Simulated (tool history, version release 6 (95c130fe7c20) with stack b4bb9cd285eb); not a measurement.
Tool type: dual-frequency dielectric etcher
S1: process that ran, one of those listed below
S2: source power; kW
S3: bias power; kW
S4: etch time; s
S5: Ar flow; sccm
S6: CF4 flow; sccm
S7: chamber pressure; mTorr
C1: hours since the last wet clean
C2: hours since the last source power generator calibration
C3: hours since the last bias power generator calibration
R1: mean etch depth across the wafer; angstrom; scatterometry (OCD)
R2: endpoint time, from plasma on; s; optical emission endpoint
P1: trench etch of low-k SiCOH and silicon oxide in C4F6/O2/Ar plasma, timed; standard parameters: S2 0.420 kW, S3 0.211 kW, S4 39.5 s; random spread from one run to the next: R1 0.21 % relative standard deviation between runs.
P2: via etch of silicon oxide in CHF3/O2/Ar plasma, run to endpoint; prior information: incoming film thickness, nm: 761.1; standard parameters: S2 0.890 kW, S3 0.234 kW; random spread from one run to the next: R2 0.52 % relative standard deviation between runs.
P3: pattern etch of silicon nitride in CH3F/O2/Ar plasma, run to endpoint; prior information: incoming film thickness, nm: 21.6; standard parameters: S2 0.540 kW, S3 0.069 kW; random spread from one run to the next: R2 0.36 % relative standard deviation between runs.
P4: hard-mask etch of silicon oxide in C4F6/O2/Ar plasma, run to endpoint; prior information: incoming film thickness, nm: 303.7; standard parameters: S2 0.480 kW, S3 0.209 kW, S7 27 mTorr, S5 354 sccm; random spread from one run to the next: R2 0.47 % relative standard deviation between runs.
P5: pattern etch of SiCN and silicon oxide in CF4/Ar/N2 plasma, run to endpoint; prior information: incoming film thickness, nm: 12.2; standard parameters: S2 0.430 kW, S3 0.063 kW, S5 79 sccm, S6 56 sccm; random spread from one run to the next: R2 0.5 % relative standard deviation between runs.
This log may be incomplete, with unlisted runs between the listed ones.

run	hour	S1	S2	S3	S4	S5	S6	S7	C1	C2	C3	R1	R2
1	3.9	P1	0.420	0.211	39.5				247.2	3916.8	558.8	1291.60	
2	8.0	P2	0.890	0.234					251.3	3920.9	562.9		297.180
3	13.7	P1	0.420	0.211	27.0				257.0	3926.6	568.6	880.38	
4	18.9	P1	0.420	0.211	39.5				262.2	3931.8	573.8	1283.80	
5	23.1	P5	0.430	0.063		79	56		266.4	3936.0	578.0		15.674
6	29.0	P1	0.420	0.211	39.5				272.3	3941.9	583.9	1284.50	
7	33.5	P3	0.540	0.095					276.8	3946.4	588.4		24.772
8	40.0	P5	0.430	0.063		110	56		283.3	3952.9	594.9		16.482
9	46.0	P3	0.650	0.069					289.3	3958.9	600.9		25.931
10	50.7	P2	1.120	0.234					294.0	3963.6	605.6		275.180
11	55.0	P4	0.670	0.209		354		27	298.3	3967.9	609.9		74.634
12	61.4	P3	0.540	0.069					304.7	3974.3	616.3		27.616
13	66.1	P1	0.530	0.211	39.5				309.4	3979.0	621.0	1407.30	
14	72.0	P4	0.480	0.252		354		27	315.3	3984.9	626.9		79.786
15	77.9	P1	0.420	0.211	55.0				321.2	3990.8	632.8	1790.00	
16	82.1	P1	0.420	0.211	39.5				325.4	3995.0	637.0	1289.60	
17	87.4	P5	0.350	0.063		79	56		330.7	4000.3	642.3		18.863
18	91.4	P4	0.480	0.209		354		27	334.7	4004.3	646.3		84.422
19	95.8	P1	0.420	0.144	39.5				339.1	4008.7	650.7	1141.10	
20	100.3	P2	0.890	0.148					343.6	4013.2	655.2		348.150
21	106.9	P5	0.430	0.063		79	41		350.2	4019.8	661.8		16.394
22	112.0	P1	0.330	0.211	39.5				355.3	4024.9	666.9	1173.30	
23	115.9	P3	0.540	0.069					359.2	4028.8	670.8		27.713
24	122.1	P5	0.430	0.042		79	56		365.4	4035.0	677.0		17.741
25	127.4	P1	0.420	0.300	39.5				370.7	4040.3	682.3	1448.20	
# hour 130.7: source power generator calibrated
26	133.5	P2	0.890	0.234					376.8	2.9	688.4		298.220
27	138.4	P4	0.480	0.209		491		27	381.7	7.8	693.3		87.555
28	142.1	P1	0.350	0.211	54.0				385.4	11.5	697.0	1641.80	
29	146.7	P5	0.430	0.063		79	56		390.0	16.1	701.6		15.647
30	152.1	P4	0.480	0.209		354		35	395.4	21.5	707.0		87.740
31	157.1	P1	0.420	0.211	39.5				400.4	26.5	712.0	1286.60	
32	160.2	P1	0.420	0.211	39.5				403.5	29.6	715.1	1284.80	
33	165.2	P1	0.420	0.211	39.5				408.5	34.6	720.1	1278.40	
34	168.8	P1	0.420	0.211	39.5				412.1	38.2	723.7	1271.40	
35	172.4	P1	0.420	0.211	39.5				415.7	41.8	727.3	1278.50	
# hour 173.6: wet clean of the chamber
36	178.4	P1	0.420	0.211	39.5				4.8	47.8	733.3	1271.00	
37	181.7	P1	0.420	0.211	39.5				8.1	51.1	736.6	1267.40	
38	188.0	P1	0.420	0.211	39.5				14.4	57.4	742.9	1266.60	
39	193.2	P1	0.420	0.211	39.5				19.6	62.6	748.1	1268.70	

What P1 gives has crept away from where it was. These 2 causes fit the log equally well, each at the size given:
A: bias power that arrives under what is set, % = 4.81
B: source power that arrives under what is set, % = 4.05
The creep began at about hour 160.2.
All other causes, with the reason each is excluded:
chamber walls in a state that lowers the etch rate, %: serviced at hour 173.6, after the change had begun; the process did not return to its earlier output

Of the 4 check runs below, each run on 3 wafers with the results averaged and each result still a question mark, which one would tell the listed causes apart?
check 1	198.4	P3	0.540	0.069									?
check 2	198.4	P2	0.890	0.234									?
check 3	198.4	P4	0.480	0.209		354		27					?
check 4	198.4	P5	0.430	0.063		79	56						?

Outcome of each check run for each possible cause:
check	result	if A	if B
check 1	R2	28.253	28.242
check 2	R2	305.540	305.170
check 3	R2	86.368	86.389
check 4	R2	15.891	16.220
Per-check spread between the two closest causes, in the result where they differ most: check 1 0.04 %; check 2 0.12 %; check 3 0.02 %; check 4 2.05 %
The other checks would show nearly matching results whichever cause is true, so check 4 is the only one that separates the causes.

The results of check 4 are: R2 16.201 s. Based on these, which of the listed causes is it?

B is the cause: source power that arrives under what is set, %.
